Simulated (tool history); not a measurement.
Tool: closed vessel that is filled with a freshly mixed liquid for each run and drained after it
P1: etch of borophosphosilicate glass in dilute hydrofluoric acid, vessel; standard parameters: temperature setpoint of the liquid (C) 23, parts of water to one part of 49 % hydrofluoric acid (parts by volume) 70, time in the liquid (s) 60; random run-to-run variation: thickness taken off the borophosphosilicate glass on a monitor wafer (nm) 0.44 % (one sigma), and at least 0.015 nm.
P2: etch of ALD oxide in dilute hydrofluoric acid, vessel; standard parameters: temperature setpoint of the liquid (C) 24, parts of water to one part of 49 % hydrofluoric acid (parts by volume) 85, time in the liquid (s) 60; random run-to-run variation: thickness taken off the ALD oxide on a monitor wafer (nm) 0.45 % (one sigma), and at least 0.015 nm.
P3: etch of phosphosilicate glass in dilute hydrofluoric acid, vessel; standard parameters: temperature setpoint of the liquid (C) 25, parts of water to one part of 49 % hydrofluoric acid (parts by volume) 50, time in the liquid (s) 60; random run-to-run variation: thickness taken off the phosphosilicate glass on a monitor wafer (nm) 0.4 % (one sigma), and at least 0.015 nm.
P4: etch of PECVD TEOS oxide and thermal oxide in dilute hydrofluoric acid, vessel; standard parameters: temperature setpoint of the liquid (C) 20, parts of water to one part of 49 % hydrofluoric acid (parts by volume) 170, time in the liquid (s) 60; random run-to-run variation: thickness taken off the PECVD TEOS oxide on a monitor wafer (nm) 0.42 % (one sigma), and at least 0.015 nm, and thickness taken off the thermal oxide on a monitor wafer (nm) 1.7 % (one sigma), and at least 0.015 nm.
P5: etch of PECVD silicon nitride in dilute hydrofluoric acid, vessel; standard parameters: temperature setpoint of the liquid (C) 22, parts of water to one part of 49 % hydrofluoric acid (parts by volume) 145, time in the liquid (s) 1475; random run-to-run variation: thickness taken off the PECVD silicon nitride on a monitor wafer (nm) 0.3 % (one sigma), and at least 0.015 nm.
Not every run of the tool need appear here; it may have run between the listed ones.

run,hour,process that ran,temperature setpoint of the liquid (C),parts of water to one part of 49 % hydrofluoric acid (parts by volume),time in the liquid (s),hours since the thermometer was replaced,hours since the hydrofluoric acid flow meter was replaced,thickness taken off the borophosphosilicate glass on a monitor wafer (nm),thickness taken off the phosphosilicate glass on a monitor wafer (nm),thickness taken off the PECVD TEOS oxide on a monitor wafer (nm),thickness taken off the thermal oxide on a monitor wafer (nm),thickness taken off the ALD oxide on a monitor wafer (nm),thickness taken off the PECVD silicon nitride on a monitor wafer (nm)
1,10.4,P1,23,70,60,218.8,619.4,69.295,,,,,
2,16.6,P1,17,70,60,225,625.6,53.059,,,,,
3,24,P3,25,50,60,232.4,633,,137.8,,,,
# hour 33.4: hydrofluoric acid flow meter replaced
4,34.3,P1,23,70,60,242.7,0.9,68.835,,,,,
5,41.7,P1,23,70,60,250.1,8.3,68.846,,,,,
6,53.7,P1,23,70,60,262.1,20.3,69.002,,,,,
7,61.9,P4,20,170,95,270.3,28.5,,,10.575,2.0477,,
8,67.5,P4,20,50,60,275.9,34.1,,,26.159,5.1125,,
9,73,P1,23,100,60,281.4,39.6,46.684,,,,,
10,79.4,P4,20,170,60,287.8,46,,,6.6671,1.2948,,
11,86.3,P4,28,170,60,294.7,52.9,,,9.0232,1.8526,,
12,92.5,P2,24,30,60,300.9,59.1,,,,,55.822,
13,100,P5,22,145,2290,308.4,66.6,,,,,,66.268
14,112.3,P1,23,20,60,320.7,78.9,255.65,,,,,
15,124.1,P1,23,70,60,332.5,90.7,69.051,,,,,
16,136.7,P1,28.5,70,60,345.1,103.3,85.558,,,,,
17,146.8,P1,28.5,45,60,355.2,113.4,138.31,,,,,
18,152.6,P1,23,70,30,361,119.2,34.638,,,,,
19,164.1,P2,30.5,85,60,372.5,130.7,,,,,23.854,
20,175.9,P2,24,85,30,384.3,142.5,,,,,9.1383,
21,181.9,P1,23,70,60,390.3,148.5,69.12,,,,,
22,193.2,P3,21,50,60,401.6,159.8,,115.9,,,,
23,199.8,P2,24,85,60,408.2,166.4,,,,,18.469,
24,209.2,P5,26.5,145,1475,417.6,175.8,,,,,,56.97
25,219.6,P1,23,70,90,428,186.2,103.31,,,,,
26,226.5,P1,17,70,30,434.9,193.1,26.855,,,,,
27,234.7,P5,22,60,1475,443.1,201.3,,,,,,101.75
28,245.4,P3,25,20,60,453.8,212,,359.31,,,,
29,252.5,P5,22,145,1475,460.9,219.1,,,,,,42.547
30,263,P1,23,115,110,471.4,229.6,73.031,,,,,
31,274.9,P4,20,170,60,483.3,241.5,,,6.6785,1.2868,,
32,286.3,P2,24,85,60,494.7,252.9,,,,,18.285,
33,292.7,P3,25,50,90,501.1,259.3,,205.36,,,,
34,303.5,P1,23,70,60,511.9,270.1,68.63,,,,,
35,315.6,P1,23,70,60,524,282.2,66.507,,,,,
36,326.2,P1,23,70,60,534.6,292.8,65.234,,,,,
37,337.6,P1,23,70,60,546,304.2,63.836,,,,,
38,347.6,P1,23,70,60,556,314.2,63.633,,,,,
39,353.9,P1,23,70,60,562.3,320.5,63.644,,,,,
40,361.8,P1,23,70,60,570.2,328.4,63.457,,,,,
41,373.8,P1,23,70,60,582.2,340.4,62.5,,,,,

What P1 gives has crept off from where it sat before. The 2 causes that follow fit the log equally well, each at the size noted:
A: hydrofluoric acid flow below the setpoint (%) = 7.85
B: liquid colder than its thermometer reads (K) = 2.17
Creep in the process output first set in at about hour 303.5.

Consider the 4 single-wafer check runs listed below, results given as question marks: which one distinguishes between the causes by giving clearly different results for each?
check 1,385.8,P2,24,85,60,,,,,,,?,
check 2,385.8,P3,25,50,60,,,,?,,,,
check 3,385.8,P5,22,145,1475,,,,,,,,?
check 4,385.8,P4,20,170,60,,,,,?,?,,

Predicted outcomes, by check and by cause:
check,result,if A,if B
check 1,thickness taken off the ALD oxide on a monitor wafer (nm),16.728,16.779
check 2,thickness taken off the phosphosilicate glass on a monitor wafer (nm),125.89,125.66
check 3,thickness taken off the PECVD silicon nitride on a monitor wafer (nm),39.44,37
check 4,thickness taken off the PECVD TEOS oxide on a monitor wafer (nm),6.0712,6.1326
check 4,thickness taken off the thermal oxide on a monitor wafer (nm),1.1963,1.2083
Minimum pairwise separation of causes per check, each pair taken at its best-separating result: check 1 0.3 %; check 2 0.18 %; check 3 6.39 %; check 4 1.01 %
Only check 3 tells the causes apart: in the others they would give nearly the same result.

The results of check 3 are: thickness taken off the PECVD silicon nitride on a monitor wafer (nm) 39.353. Based on these, which of the listed causes is it?

The cause is A: hydrofluoric acid flow below the setpoint (%).

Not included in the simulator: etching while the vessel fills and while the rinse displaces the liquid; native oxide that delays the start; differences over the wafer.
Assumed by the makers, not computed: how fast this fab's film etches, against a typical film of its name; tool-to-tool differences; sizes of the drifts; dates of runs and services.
